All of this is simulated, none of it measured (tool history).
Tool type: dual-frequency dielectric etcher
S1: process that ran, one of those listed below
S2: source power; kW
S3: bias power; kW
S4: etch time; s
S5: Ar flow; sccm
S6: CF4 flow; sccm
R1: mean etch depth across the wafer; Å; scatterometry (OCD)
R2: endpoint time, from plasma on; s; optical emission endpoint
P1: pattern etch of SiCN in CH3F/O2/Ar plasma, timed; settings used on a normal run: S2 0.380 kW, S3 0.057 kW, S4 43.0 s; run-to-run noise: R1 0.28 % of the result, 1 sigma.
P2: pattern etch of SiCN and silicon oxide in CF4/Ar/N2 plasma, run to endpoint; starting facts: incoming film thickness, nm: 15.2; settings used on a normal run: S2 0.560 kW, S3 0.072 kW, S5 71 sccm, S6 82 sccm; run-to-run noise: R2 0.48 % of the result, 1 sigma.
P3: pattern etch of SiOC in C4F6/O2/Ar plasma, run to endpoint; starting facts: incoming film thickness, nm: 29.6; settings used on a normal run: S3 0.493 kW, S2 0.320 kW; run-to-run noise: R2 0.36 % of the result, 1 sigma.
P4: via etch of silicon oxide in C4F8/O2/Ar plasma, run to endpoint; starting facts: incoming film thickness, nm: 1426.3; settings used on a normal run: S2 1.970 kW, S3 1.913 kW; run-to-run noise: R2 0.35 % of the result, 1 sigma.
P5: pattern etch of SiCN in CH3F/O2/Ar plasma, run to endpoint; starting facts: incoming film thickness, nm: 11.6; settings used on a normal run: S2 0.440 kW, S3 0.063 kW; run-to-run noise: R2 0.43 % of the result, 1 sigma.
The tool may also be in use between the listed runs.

run	day	S1	S2	S3	S4	S5	S6	R1	R2
1	0.600	P1	0.380	0.057	43.0			141.590	
2	0.917	P1	0.380	0.034	43.0			121.010	
3	1.242	P1	0.380	0.057	43.0			142.750	
4	1.621	P2	0.790	0.072		71	82		10.2260
5	2.000	P4	1.970	1.913					282.3600
6	2.371	P5	0.440	0.063					30.8720
7	2.692	P3	0.320	0.493					10.5960
8	2.988	P1	0.450	0.057	43.0			150.970	
9	3.312	P3	0.320	0.690					9.3149
10	3.746	P2	0.560	0.101		71	82		12.4550
11	4.096	P1	0.380	0.057	43.0			141.660	
12	4.604	P1	0.380	0.075	43.0			156.140	
13	4.946	P1	0.380	0.057	55.5			183.270	
14	5.504	P1	0.280	0.057	57.5			168.990	
15	5.896	P1	0.380	0.057	24.0			78.755	
16	6.479	P4	1.230	1.913					342.3500
17	6.883	P1	0.270	0.057	43.0			124.770	
18	7.383	P5	0.620	0.063					26.8580
19	7.942	P2	0.560	0.072		49	82		13.2940
20	8.354	P5	0.440	0.039					36.2210
21	8.638	P3	0.320	0.493					10.6200
22	8.958	P5	0.440	0.063					30.8970
23	9.425	P1	0.380	0.057	43.0			142.580	
24	9.875	P2	0.560	0.072		71	110		13.5370
25	10.442	P3	0.440	0.493					9.4109
26	10.971	P4	1.970	1.913					283.7000
27	11.575	P2	0.560	0.072		71	82		13.8990
28	11.988	P4	1.970	1.222					320.2900
29	12.358	P2	0.560	0.072		71	82		14.0360
30	12.854	P1	0.380	0.057	43.0			141.800	
31	13.333	P1	0.380	0.057	43.0			140.620	

Run 32 has not been measured yet. What should we expect?
32	13.925	P1	0.380	0.057	43.0			?	

R1: 141.040 Å

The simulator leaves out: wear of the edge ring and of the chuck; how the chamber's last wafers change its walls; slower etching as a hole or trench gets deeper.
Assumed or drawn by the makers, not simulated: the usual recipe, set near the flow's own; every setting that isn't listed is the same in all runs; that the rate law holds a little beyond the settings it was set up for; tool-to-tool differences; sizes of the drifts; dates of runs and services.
